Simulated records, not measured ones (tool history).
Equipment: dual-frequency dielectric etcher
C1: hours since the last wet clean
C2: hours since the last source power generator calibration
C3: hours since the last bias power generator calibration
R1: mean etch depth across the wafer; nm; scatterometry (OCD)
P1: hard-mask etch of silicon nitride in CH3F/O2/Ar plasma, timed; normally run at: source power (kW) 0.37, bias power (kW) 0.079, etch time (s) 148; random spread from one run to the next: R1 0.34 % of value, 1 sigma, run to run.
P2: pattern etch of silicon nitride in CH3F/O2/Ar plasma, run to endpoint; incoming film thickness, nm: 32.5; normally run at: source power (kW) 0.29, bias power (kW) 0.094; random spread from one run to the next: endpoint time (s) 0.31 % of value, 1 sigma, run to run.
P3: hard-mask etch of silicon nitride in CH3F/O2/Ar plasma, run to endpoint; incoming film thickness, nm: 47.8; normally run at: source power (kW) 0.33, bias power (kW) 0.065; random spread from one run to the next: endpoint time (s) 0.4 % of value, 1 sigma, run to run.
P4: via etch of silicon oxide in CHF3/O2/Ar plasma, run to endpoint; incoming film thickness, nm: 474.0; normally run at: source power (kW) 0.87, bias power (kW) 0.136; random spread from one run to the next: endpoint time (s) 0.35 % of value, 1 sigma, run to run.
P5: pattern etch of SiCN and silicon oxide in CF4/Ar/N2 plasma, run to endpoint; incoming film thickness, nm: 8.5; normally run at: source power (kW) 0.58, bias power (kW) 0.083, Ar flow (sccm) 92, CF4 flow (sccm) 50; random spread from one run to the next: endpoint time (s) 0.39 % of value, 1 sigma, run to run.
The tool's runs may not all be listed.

Run 1, hour 11.7: process that ran P1, source power (kW) 0.37, bias power (kW) 0.079, etch time (s) 148; C1 362.3; C2 830.8; C3 219.4. Result: R1 106.51 nm.
Run 2, hour 20.6: process that ran P5, source power (kW) 0.58, bias power (kW) 0.083, Ar flow (sccm) 92, CF4 flow (sccm) 68; C1 371.2; C2 839.7; C3 228.3. Result: endpoint time (s) 7.306.
Run 3, hour 33.5: process that ran P1, source power (kW) 0.37, bias power (kW) 0.079, etch time (s) 81.5; C1 384.1; C2 852.6; C3 241.2. Result: R1 58.471 nm.
Run 4, hour 45.5: process that ran P1, source power (kW) 0.37, bias power (kW) 0.058, etch time (s) 148; C1 396.1; C2 864.6; C3 253.2. Result: R1 95.619 nm.
Run 5, hour 55.8: process that ran P1, source power (kW) 0.37, bias power (kW) 0.05, etch time (s) 96; C1 406.4; C2 874.9; C3 263.5. Result: R1 59.075 nm.
Run 6, hour 67.4: process that ran P1, source power (kW) 0.25, bias power (kW) 0.079, etch time (s) 148; C1 418; C2 886.5; C3 275.1. Result: R1 91.52 nm.
Run 7, hour 78.5: process that ran P4, source power (kW) 0.87, bias power (kW) 0.187; C1 429.1; C2 897.6; C3 286.2. Result: endpoint time (s) 206.54.
Run 8, hour 89.4: process that ran P4, source power (kW) 0.57, bias power (kW) 0.136; C1 440; C2 908.5; C3 297.1. Result: endpoint time (s) 269.46.
Run 9, hour 98.3: process that ran P5, source power (kW) 0.45, bias power (kW) 0.083, Ar flow (sccm) 92, CF4 flow (sccm) 50; C1 448.9; C2 917.4; C3 306. Result: endpoint time (s) 9.4672.
Run 10, hour 107.7: process that ran P3, source power (kW) 0.33, bias power (kW) 0.065; C1 458.3; C2 926.8; C3 315.4. Result: endpoint time (s) 75.749.
Run 11, hour 114.9: process that ran P1, source power (kW) 0.37, bias power (kW) 0.079, etch time (s) 148; C1 465.5; C2 934; C3 322.6. Result: R1 106.2 nm.
Run 12, hour 125: process that ran P1, source power (kW) 0.49, bias power (kW) 0.079, etch time (s) 148; C1 475.6; C2 944.1; C3 332.7. Result: R1 117.52 nm.
Run 13, hour 133.5: process that ran P2, source power (kW) 0.29, bias power (kW) 0.094; C1 484.1; C2 952.6; C3 341.2. Result: endpoint time (s) 48.011.
Run 14, hour 148.1: process that ran P3, source power (kW) 0.44, bias power (kW) 0.065; C1 498.7; C2 967.2; C3 355.8. Result: endpoint time (s) 67.543.
Run 15, hour 161.5: process that ran P3, source power (kW) 0.33, bias power (kW) 0.092; C1 512.1; C2 980.6; C3 369.2. Result: endpoint time (s) 67.286.
Run 16, hour 176.1: process that ran P1, source power (kW) 0.37, bias power (kW) 0.079, etch time (s) 148; C1 526.7; C2 995.2; C3 383.8. Result: R1 106.14 nm.
Run 17, hour 191.3: process that ran P1, source power (kW) 0.37, bias power (kW) 0.051, etch time (s) 179; C1 541.9; C2 1010.4; C3 399. Result: R1 110.26 nm.
Run 18, hour 199: process that ran P2, source power (kW) 0.18, bias power (kW) 0.094; C1 549.6; C2 1018.1; C3 406.7. Result: endpoint time (s) 57.
Run 19, hour 213.6: process that ran P1, source power (kW) 0.37, bias power (kW) 0.079, etch time (s) 148; C1 564.2; C2 1032.7; C3 421.3. Result: R1 105.53 nm.
Run 20, hour 228.1: process that ran P5, source power (kW) 0.58, bias power (kW) 0.083, Ar flow (sccm) 92, CF4 flow (sccm) 50; C1 578.7; C2 1047.2; C3 435.8. Result: endpoint time (s) 7.5891.
Run 21, hour 238.1: process that ran P5, source power (kW) 0.58, bias power (kW) 0.062, Ar flow (sccm) 92, CF4 flow (sccm) 50; C1 588.7; C2 1057.2; C3 445.8. Result: endpoint time (s) 8.4313.
Run 22, hour 251.3: process that ran P1, source power (kW) 0.37, bias power (kW) 0.107, etch time (s) 148; C1 601.9; C2 1070.4; C3 459. Result: R1 119.2 nm.
Run 23, hour 266.3: process that ran P4, source power (kW) 0.87, bias power (kW) 0.136; C1 616.9; C2 1085.4; C3 474. Result: endpoint time (s) 228.46.
Run 24, hour 279.5: process that ran P2, source power (kW) 0.29, bias power (kW) 0.06; C1 630.1; C2 1098.6; C3 487.2. Result: endpoint time (s) 56.02.
Run 25, hour 295: process that ran P5, source power (kW) 0.58, bias power (kW) 0.083, Ar flow (sccm) 111, CF4 flow (sccm) 50; C1 645.6; C2 1114.1; C3 502.7. Result: endpoint time (s) 7.8381.
Run 26, hour 302.3: process that ran P1, source power (kW) 0.37, bias power (kW) 0.065, etch time (s) 112.5; C1 652.9; C2 1121.4; C3 510. Result: R1 75.504 nm.
Run 27, hour 313.1: process that ran P1, source power (kW) 0.37, bias power (kW) 0.079, etch time (s) 148; C1 663.7; C2 1132.2; C3 520.8. Result: R1 106.19 nm.
Run 28, hour 329: process that ran P2, source power (kW) 0.29, bias power (kW) 0.094; C1 679.6; C2 1148.1; C3 536.7. Result: endpoint time (s) 47.893.
Run 29, hour 336.1: process that ran P1, source power (kW) 0.37, bias power (kW) 0.079, etch time (s) 194.5; C1 686.7; C2 1155.2; C3 543.8. Result: R1 139.84 nm.
Run 30, hour 351.6: process that ran P5, source power (kW) 0.58, bias power (kW) 0.083, Ar flow (sccm) 92, CF4 flow (sccm) 50; C1 702.2; C2 1170.7; C3 559.3. Result: endpoint time (s) 7.5729.
Run 31, hour 367.4: process that ran P1, source power (kW) 0.37, bias power (kW) 0.079, etch time (s) 148; C1 718; C2 1186.5; C3 575.1. Result: R1 106.23 nm.
Run 32, hour 383.8: process that ran P1, source power (kW) 0.37, bias power (kW) 0.079, etch time (s) 148; C1 734.4; C2 1202.9; C3 591.5. Result: R1 106.73 nm.
Run 33, hour 392.9: process that ran P1, source power (kW) 0.37, bias power (kW) 0.079, etch time (s) 148; C1 743.5; C2 1212; C3 600.6. Result: R1 107.61 nm.
Run 34, hour 409.6: process that ran P1, source power (kW) 0.37, bias power (kW) 0.079, etch time (s) 148; C1 760.2; C2 1228.7; C3 617.3. Result: R1 107.38 nm.
Run 35, hour 421.7: process that ran P1, source power (kW) 0.37, bias power (kW) 0.079, etch time (s) 148; C1 772.3; C2 1240.8; C3 629.4. Result: R1 107.79 nm.
At hour 428.6: wet clean of the chamber.
Run 36, hour 435.8: process that ran P1, source power (kW) 0.37, bias power (kW) 0.079, etch time (s) 148; C1 7.2; C2 1254.9; C3 643.5. Result: R1 107.95 nm.
Run 37, hour 449: process that ran P1, source power (kW) 0.37, bias power (kW) 0.079, etch time (s) 148; C1 20.4; C2 1268.1; C3 656.7. Result: R1 107.58 nm.

P1 no longer gives what it gave before; its output has crept away from where it was. The following 2 causes, each at its listed size, fit the log equally well:
A: bias power that arrives over what is set, % = 4.87
B: source power that arrives over what is set, % = 4.57
At approximately hour 367.4, the process output began to creep.
What rules out each remaining cause:
chamber walls in a state that raises the etch rate, %: serviced at hour 428.6, after the drift had started, without restoring the earlier output

Of the 4 check runs below, each run on 2 wafers with the results averaged and each result still a question mark, which one would tell the listed causes apart?
Run check 1, hour 462.2: process that ran P3, source power (kW) 0.39, bias power (kW) 0.075. Result: endpoint time (s) ?.
Run check 2, hour 462.2: process that ran P5, source power (kW) 0.58, bias power (kW) 0.083, Ar flow (sccm) 92, CF4 flow (sccm) 62. Result: endpoint time (s) ?.
Run check 3, hour 462.2: process that ran P4, source power (kW) 0.87, bias power (kW) 0.166. Result: endpoint time (s) ?.
Run check 4, hour 462.2: process that ran P2, source power (kW) 0.19, bias power (kW) 0.064. Result: endpoint time (s) ?.

Expected result of each check under each candidate cause:
  check             result    if A    if B
check 1  endpoint time (s)  66.457  66.434
check 2  endpoint time (s)  7.2445  7.0801
check 3  endpoint time (s)  210.94  210.53
check 4  endpoint time (s)  63.302  63.307
Separation of the two closest causes in each check, using whichever result separates them best: check 1 0.03 %; check 2 2.3 %; check 3 0.2 %; check 4 0.01 %
Check 2 tells the causes apart: in the others they would give nearly the same result.

Here is what check 2 returned: endpoint time (s) 7.2522. Which cause is it?

The correct cause is A, namely: bias power that arrives over what is set, %.
